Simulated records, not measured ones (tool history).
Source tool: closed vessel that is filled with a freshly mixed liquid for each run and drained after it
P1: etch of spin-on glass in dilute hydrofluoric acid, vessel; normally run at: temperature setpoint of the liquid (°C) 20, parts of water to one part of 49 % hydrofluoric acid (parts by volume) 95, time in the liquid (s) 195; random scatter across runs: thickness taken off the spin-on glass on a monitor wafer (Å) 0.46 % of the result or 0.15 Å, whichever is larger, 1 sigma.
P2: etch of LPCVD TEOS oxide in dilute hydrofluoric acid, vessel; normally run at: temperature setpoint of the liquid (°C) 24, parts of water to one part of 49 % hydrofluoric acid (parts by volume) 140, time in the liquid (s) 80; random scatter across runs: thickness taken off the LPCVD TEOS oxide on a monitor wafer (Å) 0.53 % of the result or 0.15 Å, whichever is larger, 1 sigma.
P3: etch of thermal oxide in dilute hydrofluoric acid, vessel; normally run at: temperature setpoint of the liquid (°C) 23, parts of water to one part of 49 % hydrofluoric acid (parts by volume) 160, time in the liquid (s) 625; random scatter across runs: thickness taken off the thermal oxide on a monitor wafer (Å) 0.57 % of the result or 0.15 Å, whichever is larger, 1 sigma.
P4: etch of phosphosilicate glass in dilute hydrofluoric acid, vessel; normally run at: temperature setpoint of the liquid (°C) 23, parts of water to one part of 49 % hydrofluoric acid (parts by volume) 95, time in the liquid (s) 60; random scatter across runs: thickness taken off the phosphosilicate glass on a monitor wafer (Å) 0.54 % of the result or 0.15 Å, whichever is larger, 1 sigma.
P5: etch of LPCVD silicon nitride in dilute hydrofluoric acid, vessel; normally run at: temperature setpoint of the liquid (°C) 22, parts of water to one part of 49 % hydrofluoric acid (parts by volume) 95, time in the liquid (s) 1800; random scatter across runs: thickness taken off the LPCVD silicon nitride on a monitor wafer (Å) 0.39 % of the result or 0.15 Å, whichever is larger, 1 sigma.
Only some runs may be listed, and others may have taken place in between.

| run | hour | process that ran | temperature setpoint of the liquid (°C) | parts of water to one part of 49 % hydrofluoric acid (parts by volume) | time in the liquid (s) | thickness taken off the spin-on glass on a monitor wafer (Å) | thickness taken off the thermal oxide on a monitor wafer (Å) | thickness taken off the phosphosilicate glass on a monitor wafer (Å) | thickness taken off the LPCVD silicon nitride on a monitor wafer (Å) | thickness taken off the LPCVD TEOS oxide on a monitor wafer (Å) |
|---|---|---|---|---|---|---|---|---|---|---|
| 1 | 5.5 | P1 | 20 | 95 | 195 | 452.71 |  |  |  |  |
| 2 | 11.7 | P3 | 23 | 160 | 625 |  | 162.28 |  |  |  |
| 3 | 19.9 | P4 | 23 | 95 | 30 |  |  | 348.82 |  |  |
| 4 | 29.3 | P5 | 22 | 95 | 1800 |  |  |  | 89.477 |  |
| 5 | 36.8 | P1 | 17 | 95 | 195 | 399 |  |  |  |  |
| 6 | 44.1 | P5 | 17 | 95 | 1800 |  |  |  | 63.003 |  |
| 7 | 52 | P5 | 22 | 95 | 935 |  |  |  | 46.241 |  |
| 8 | 57.5 | P2 | 24 | 60 | 80 |  |  |  |  | 625.15 |
| 9 | 62.5 | P1 | 24.5 | 135 | 195 | 364.68 |  |  |  |  |
| 10 | 69.1 | P1 | 20 | 40 | 195 | 1154.4 |  |  |  |  |
| 11 | 74.8 | P2 | 24 | 140 | 30 |  |  |  |  | 91.587 |
| 12 | 79.4 | P3 | 23 | 35 | 625 |  | 859.3 |  |  |  |
| 13 | 85.5 | P1 | 26.5 | 95 | 195 | 582.52 |  |  |  |  |
| 14 | 89.7 | P4 | 23 | 95 | 60 |  |  | 703.09 |  |  |
| 15 | 97.7 | P2 | 24 | 140 | 80 |  |  |  |  | 243.92 |
| 16 | 104.9 | P1 | 20 | 95 | 35 | 81.755 |  |  |  |  |
| 17 | 109 | P4 | 27 | 95 | 60 |  |  | 829.03 |  |  |
| 18 | 113.3 | P5 | 22 | 55 | 1800 |  |  |  | 151.07 |  |
| 19 | 120.2 | P1 | 20 | 95 | 285 | 667.63 |  |  |  |  |
| 20 | 128.4 | P2 | 18.5 | 140 | 80 |  |  |  |  | 195.75 |
| 21 | 134.9 | P1 | 20 | 140 | 195 | 294.05 |  |  |  |  |
| 22 | 140.8 | P1 | 28 | 95 | 40 | 127.11 |  |  |  |  |
| 23 | 148.8 | P4 | 23 | 155 | 60 |  |  | 401.34 |  |  |
| 24 | 153 | P3 | 23 | 160 | 235 |  | 61.419 |  |  |  |
| 25 | 162.2 | P1 | 20 | 95 | 195 | 453.01 |  |  |  |  |
| 26 | 171 | P1 | 20 | 95 | 195 | 454.78 |  |  |  |  |
| 27 | 178.4 | P2 | 24 | 140 | 80 |  |  |  |  | 243.07 |
| 28 | 185.6 | P3 | 26.5 | 160 | 625 |  | 184.67 |  |  |  |
| 29 | 193.2 | P1 | 17 | 95 | 70 | 143.93 |  |  |  |  |
| 30 | 198.1 | P1 | 20 | 95 | 195 | 455.84 |  |  |  |  |
| 31 | 205.2 | P1 | 20 | 95 | 195 | 456.62 |  |  |  |  |
| 32 | 209.6 | P1 | 20 | 95 | 195 | 465.39 |  |  |  |  |
| 33 | 214.6 | P1 | 20 | 95 | 195 | 473.1 |  |  |  |  |
| 34 | 221.4 | P1 | 20 | 95 | 195 | 480.07 |  |  |  |  |
| 35 | 227.6 | P1 | 20 | 95 | 195 | 490.52 |  |  |  |  |
| 36 | 232.4 | P1 | 20 | 95 | 195 | 488.95 |  |  |  |  |
| 37 | 241.1 | P1 | 20 | 95 | 195 | 492.04 |  |  |  |  |
| 38 | 245.4 | P1 | 20 | 95 | 195 | 493.58 |  |  |  |  |
| 39 | 254.9 | P1 | 20 | 95 | 195 | 496.34 |  |  |  |  |
| 40 | 260.8 | P1 | 20 | 95 | 195 | 496.93 |  |  |  |  |
| 41 | 269.3 | P1 | 20 | 95 | 195 | 497.21 |  |  |  |  |

P1 no longer gives what it gave before; its output has crept away from where it was. The following 2 causes, each at its listed size, fit the log equally well:
A: hydrofluoric acid flow above the setpoint (%) = 8.52
B: liquid hotter than its thermometer reads (K) = 2.21
At approximately hour 205.2, the process output began to creep.

The check runs listed below each take one wafer, and their results are still question marks. Under which run would the listed causes lead to clearly different results?
| check 1 | 277.8 | P3 | 23 | 160 | 625 |  | ? |  |  |  |
| check 2 | 277.8 | P4 | 23 | 95 | 60 |  |  | ? |  |  |
| check 3 | 277.8 | P2 | 24 | 140 | 80 |  |  |  |  | ? |
| check 4 | 277.8 | P5 | 22 | 95 | 1800 |  |  |  | ? |  |

Check results expected under each cause:
| check | result | if A | if B |
|---|---|---|---|
| check 1 | thickness taken off the thermal oxide on a monitor wafer (Å) | 177.98 | 175.87 |
| check 2 | thickness taken off the phosphosilicate glass on a monitor wafer (Å) | 768.12 | 765.77 |
| check 3 | thickness taken off the LPCVD TEOS oxide on a monitor wafer (Å) | 267.64 | 264.87 |
| check 4 | thickness taken off the LPCVD silicon nitride on a monitor wafer (Å) | 96.517 | 103.18 |
Per check, the gap between the least separated pair of causes, taken in the result that splits them most: check 1 1.19 %; check 2 0.31 %; check 3 1.04 %; check 4 6.68 %
Only in check 4 would the causes give clearly different results; in the remaining checks their results would be nearly the same.

Check 4 was then run and gave: thickness taken off the LPCVD silicon nitride on a monitor wafer (Å) 96.612. Which cause is it?

Of the candidate causes, it is A: hydrofluoric acid flow above the setpoint (%).
